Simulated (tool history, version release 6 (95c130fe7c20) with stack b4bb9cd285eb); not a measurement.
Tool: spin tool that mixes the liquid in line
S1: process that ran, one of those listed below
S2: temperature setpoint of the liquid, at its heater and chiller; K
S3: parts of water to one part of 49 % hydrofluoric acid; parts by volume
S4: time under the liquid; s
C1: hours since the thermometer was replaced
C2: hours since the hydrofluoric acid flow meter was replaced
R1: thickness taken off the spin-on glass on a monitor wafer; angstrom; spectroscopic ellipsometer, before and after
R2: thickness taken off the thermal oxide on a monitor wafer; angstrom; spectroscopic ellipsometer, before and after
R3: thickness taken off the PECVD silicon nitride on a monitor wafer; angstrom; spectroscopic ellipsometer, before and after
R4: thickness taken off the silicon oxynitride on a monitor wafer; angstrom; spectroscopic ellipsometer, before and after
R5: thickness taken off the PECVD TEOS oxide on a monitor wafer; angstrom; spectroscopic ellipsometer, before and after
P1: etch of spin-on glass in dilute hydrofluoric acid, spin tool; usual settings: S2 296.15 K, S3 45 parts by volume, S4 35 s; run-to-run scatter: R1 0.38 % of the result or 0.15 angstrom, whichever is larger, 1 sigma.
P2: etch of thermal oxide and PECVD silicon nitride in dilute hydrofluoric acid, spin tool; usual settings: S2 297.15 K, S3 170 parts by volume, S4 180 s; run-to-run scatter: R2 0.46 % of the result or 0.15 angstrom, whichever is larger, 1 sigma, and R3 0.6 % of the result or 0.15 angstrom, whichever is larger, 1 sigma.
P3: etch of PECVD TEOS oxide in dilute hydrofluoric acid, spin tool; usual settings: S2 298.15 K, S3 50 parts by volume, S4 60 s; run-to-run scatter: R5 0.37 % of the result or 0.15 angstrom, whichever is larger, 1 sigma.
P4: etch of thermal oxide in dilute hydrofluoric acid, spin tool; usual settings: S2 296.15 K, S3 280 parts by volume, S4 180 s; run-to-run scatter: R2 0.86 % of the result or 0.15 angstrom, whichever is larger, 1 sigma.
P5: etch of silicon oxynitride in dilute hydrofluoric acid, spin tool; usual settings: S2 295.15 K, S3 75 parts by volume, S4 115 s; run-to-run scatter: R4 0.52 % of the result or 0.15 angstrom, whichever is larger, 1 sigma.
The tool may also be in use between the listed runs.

| run | hour | S1 | S2 | S3 | S4 | C1 | C2 | R1 | R2 | R3 | R4 | R5 |
|---|---|---|---|---|---|---|---|---|---|---|---|---|
| 1 | 17.5 | P1 | 296.15 | 45 | 35 | 1095.1 | 250.6 | 272.28 |  |  |  |  |
| 2 | 26.8 | P2 | 297.15 | 170 | 180 | 1104.4 | 259.9 |  | 44.9490 | 34.2890 |  |  |
| 3 | 43.9 | P5 | 295.15 | 140 | 115 | 1121.5 | 277.0 |  |  |  | 33.7360 |  |
| 4 | 55.1 | P3 | 298.15 | 85 | 60 | 1132.7 | 288.2 |  |  |  |  | 104.28 |
| 5 | 66.0 | P1 | 296.15 | 75 | 35 | 1143.6 | 299.1 | 156.39 |  |  |  |  |
| 6 | 84.1 | P1 | 303.15 | 45 | 35 | 1161.7 | 317.2 | 362.08 |  |  |  |  |
| 7 | 93.4 | P1 | 290.15 | 45 | 35 | 1171.0 | 326.5 | 212.32 |  |  |  |  |
| 8 | 111.0 | P5 | 295.15 | 75 | 115 | 1188.6 | 344.1 |  |  |  | 67.0910 |  |
| 9 | 125.1 | P1 | 296.15 | 45 | 35 | 1202.7 | 358.2 | 272.28 |  |  |  |  |
| 10 | 141.6 | P2 | 301.15 | 170 | 180 | 1219.2 | 374.7 |  | 52.0830 | 43.6020 |  |  |
| 11 | 160.8 | P4 | 296.15 | 85 | 180 | 1238.4 | 393.9 |  | 100.1800 |  |  |  |
| 12 | 179.1 | P5 | 290.15 | 75 | 115 | 1256.7 | 412.2 |  |  |  | 52.8560 |  |
| 13 | 196.4 | P4 | 290.15 | 280 | 180 | 1274.0 | 429.5 |  | 19.6690 |  |  |  |
| 14 | 214.3 | P1 | 296.15 | 45 | 70 | 1291.9 | 447.4 | 545.82 |  |  |  |  |
| 15 | 224.5 | P1 | 292.65 | 75 | 35 | 1302.1 | 457.6 | 136.08 |  |  |  |  |
| 16 | 242.9 | P5 | 295.15 | 75 | 15 | 1320.5 | 476.0 |  |  |  | 8.5624 |  |
| 17 | 255.4 | P1 | 296.15 | 45 | 35 | 1333.0 | 488.5 | 274.03 |  |  |  |  |
| 18 | 265.7 | P3 | 298.15 | 50 | 85 | 1343.3 | 498.8 |  |  |  |  | 264.54 |
| 19 | 284.1 | P1 | 296.15 | 30 | 35 | 1361.7 | 517.2 | 414.69 |  |  |  |  |
|  | 284.2 | hydrofluoric acid flow meter replaced |
| 20 | 299.5 | P1 | 296.15 | 45 | 35 | 1377.1 | 15.4 | 270.81 |  |  |  |  |
| 21 | 317.1 | P3 | 292.15 | 50 | 60 | 1394.7 | 33.0 |  |  |  |  | 144.85 |
| 22 | 334.6 | P4 | 296.15 | 280 | 15 | 1412.2 | 50.5 |  | 2.0174 |  |  |  |
| 23 | 347.7 | P1 | 299.65 | 25 | 35 | 1425.3 | 63.6 | 587.84 |  |  |  |  |
| 24 | 364.1 | P1 | 296.15 | 45 | 15 | 1441.7 | 80.0 | 116.65 |  |  |  |  |
| 25 | 381.0 | P2 | 297.15 | 270 | 180 | 1458.6 | 96.9 |  | 25.3960 | 21.8310 |  |  |
| 26 | 398.2 | P2 | 297.15 | 170 | 180 | 1475.8 | 114.1 |  | 44.7830 | 34.4440 |  |  |
| 27 | 409.9 | P4 | 296.15 | 280 | 180 | 1487.5 | 125.8 |  | 24.7090 |  |  |  |
| 28 | 428.5 | P1 | 296.15 | 45 | 35 | 1506.1 | 144.4 | 273.97 |  |  |  |  |
| 29 | 442.9 | P2 | 297.15 | 170 | 15 | 1520.5 | 158.8 |  | 3.8026 | 2.7068 |  |  |
| 30 | 462.1 | P3 | 298.15 | 50 | 60 | 1539.7 | 178.0 |  |  |  |  | 185.00 |
| 31 | 471.2 | P1 | 296.15 | 45 | 35 | 1548.8 | 187.1 | 271.89 |  |  |  |  |
| 32 | 482.9 | P1 | 296.15 | 45 | 35 | 1560.5 | 198.8 | 265.57 |  |  |  |  |
| 33 | 493.2 | P1 | 296.15 | 45 | 35 | 1570.8 | 209.1 | 260.09 |  |  |  |  |
| 34 | 507.3 | P1 | 296.15 | 45 | 35 | 1584.9 | 223.2 | 258.08 |  |  |  |  |
| 35 | 524.2 | P1 | 296.15 | 45 | 35 | 1601.8 | 240.1 | 256.85 |  |  |  |  |
| 36 | 543.6 | P1 | 296.15 | 45 | 35 | 1621.2 | 259.5 | 254.93 |  |  |  |  |
| 37 | 556.3 | P1 | 296.15 | 45 | 35 | 1633.9 | 272.2 | 255.25 |  |  |  |  |
| 38 | 565.6 | P1 | 296.15 | 45 | 35 | 1643.2 | 281.5 | 254.30 |  |  |  |  |

What P1 gives has crept away from where it was. These 2 causes fit the log equally well, each at the size given:
A: liquid colder than its thermometer reads (K) = 1.64
B: hydrofluoric acid flow below the setpoint (%) = 6.26
The creep began at about hour 471.2.

4 check runs are offered, each on 3 wafers whose results are averaged, their results left as question marks. Which one tells the causes apart?
| check 1 | 574.9 | P5 | 290.15 | 135 | 115 |  |  |  |  |  | ? |  |
| check 2 | 574.9 | P4 | 296.15 | 145 | 180 |  |  |  | ? |  |  |  |
| check 3 | 574.9 | P2 | 297.15 | 240 | 180 |  |  |  | ? | ? |  |  |
| check 4 | 574.9 | P3 | 298.15 | 80 | 60 |  |  |  |  |  |  | ? |

What each check would give under each cause:
| check | result | if A | if B |
|---|---|---|---|
| check 1 | R4 | 25.6890 | 25.9790 |
| check 2 | R2 | 51.3230 | 50.7430 |
| check 3 | R2 | 27.8260 | 27.2370 |
| check 3 | R3 | 21.8920 | 22.7610 |
| check 4 | R5 | 104.54 | 103.95 |
How far apart the two closest causes lie, in the result that separates them most: check 1 1.12 %; check 2 1.14 %; check 3 3.9 %; check 4 0.57 %
Check 3 tells the causes apart: in the others they would give nearly the same result.

Check 3 was then run and gave: R2 27.9850 angstrom; R3 22.0570 angstrom. Which cause is it?

It is A: liquid colder than its thermometer reads (K).
